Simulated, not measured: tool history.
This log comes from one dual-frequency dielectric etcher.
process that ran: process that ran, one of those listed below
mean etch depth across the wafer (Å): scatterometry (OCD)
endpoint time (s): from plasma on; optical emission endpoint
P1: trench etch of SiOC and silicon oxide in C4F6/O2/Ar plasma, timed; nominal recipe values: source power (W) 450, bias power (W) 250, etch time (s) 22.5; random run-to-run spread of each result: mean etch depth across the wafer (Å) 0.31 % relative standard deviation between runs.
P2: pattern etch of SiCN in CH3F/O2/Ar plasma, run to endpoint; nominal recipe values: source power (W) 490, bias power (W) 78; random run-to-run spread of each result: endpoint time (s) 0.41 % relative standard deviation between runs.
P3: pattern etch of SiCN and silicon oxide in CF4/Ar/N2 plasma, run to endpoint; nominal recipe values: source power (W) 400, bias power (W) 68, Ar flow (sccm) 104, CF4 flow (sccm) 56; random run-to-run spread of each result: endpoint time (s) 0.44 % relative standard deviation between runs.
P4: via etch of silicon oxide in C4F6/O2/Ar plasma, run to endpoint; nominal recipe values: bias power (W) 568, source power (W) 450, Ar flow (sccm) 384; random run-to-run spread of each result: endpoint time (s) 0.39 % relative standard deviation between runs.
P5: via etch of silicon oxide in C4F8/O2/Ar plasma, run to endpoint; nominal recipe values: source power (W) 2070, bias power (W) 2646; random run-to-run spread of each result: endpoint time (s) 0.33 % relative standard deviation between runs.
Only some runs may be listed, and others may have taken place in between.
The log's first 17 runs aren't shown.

run   hour  process that ran  source power (W)  bias power (W)  etch time (s)  Ar flow (sccm)  CF4 flow (sccm)  hours since the last wet clean  hours since the last source power generator calibration  hours since the last bias power generator calibration  mean etch depth across the wafer (Å)  endpoint time (s)
 18  210.5                P5              2070            3702                                                                           121.4                                                      792                                                   26.7                                                   159.51
 19  219.2                P3               400              47                            104               56                           130.1                                                    800.7                                                   35.4                                                   22.863
 20  231.2                P4               450             568                            264                                            142.1                                                    812.7                                                   47.4                                                   38.031
 21  243.8                P1               450             250             30                                                            154.7                                                    825.3                                                     60                                695.86
 22  255.4                P1               610             250           22.5                                                            166.3                                                    836.9                                                   71.6                                586.72
 23  264.5                P4               450             568                            384                                            175.4                                                      846                                                   80.7                                                   39.885
 24  272.8                P1               450             250             15                                                            183.7                                                    854.3                                                     89                                344.51
 25  289.1                P2               490              98                                                                             200                                                    870.6                                                  105.3                                                   20.309
 26  300.9                P5              2740            2646                                                                           211.8                                                    882.4                                                  117.1                                                   158.52
 27  308.3                P1               450             350           22.5                                                            219.2                                                    889.8                                                  124.5                                584.58
 28  323.8                P5              2070            2646                                                                           234.7                                                    905.3                                                    140                                                   175.56
 29  334.5                P3               550              68                            104               56                           245.4                                                      916                                                  150.7                                                   15.127
 30  349.2                P4               450             751                            384                                            260.1                                                    930.7                                                  165.4                                                   35.487
 31  363.5                P1               450             250           22.5                                                            274.4                                                      945                                                  179.7                                518.76
 32  374.1                P5              2070            2646                                                                             285                                                    955.6                                                  190.3                                                   176.47
 33  384.1                P1               450             250           22.5                                                              295                                                    965.6                                                  200.3                                 521.2
 34  395.8                P1               450             250           22.5                                                            306.7                                                    977.3                                                    212                                522.65
 35  404.4                P1               450             250           22.5                                                            315.3                                                    985.9                                                  220.6                                527.05
     416.4  -- wet clean of the chamber
 36  419.8                P1               450             250           22.5                                                              3.4                                                   1001.3                                                    236                                526.96
 37  429.9                P1               450             250           22.5                                                             13.5                                                   1011.4                                                  246.1                                528.01
 38  437.8                P1               450             250           22.5                                                             21.4                                                   1019.3                                                    254                                527.02

The next listed run, before its measurement:
 39  452.3                P1               450             250           22.5                                                             35.9                                                   1033.8                                                  268.5                                     ?

Run 39 produced mean etch depth across the wafer (Å) 528.62.
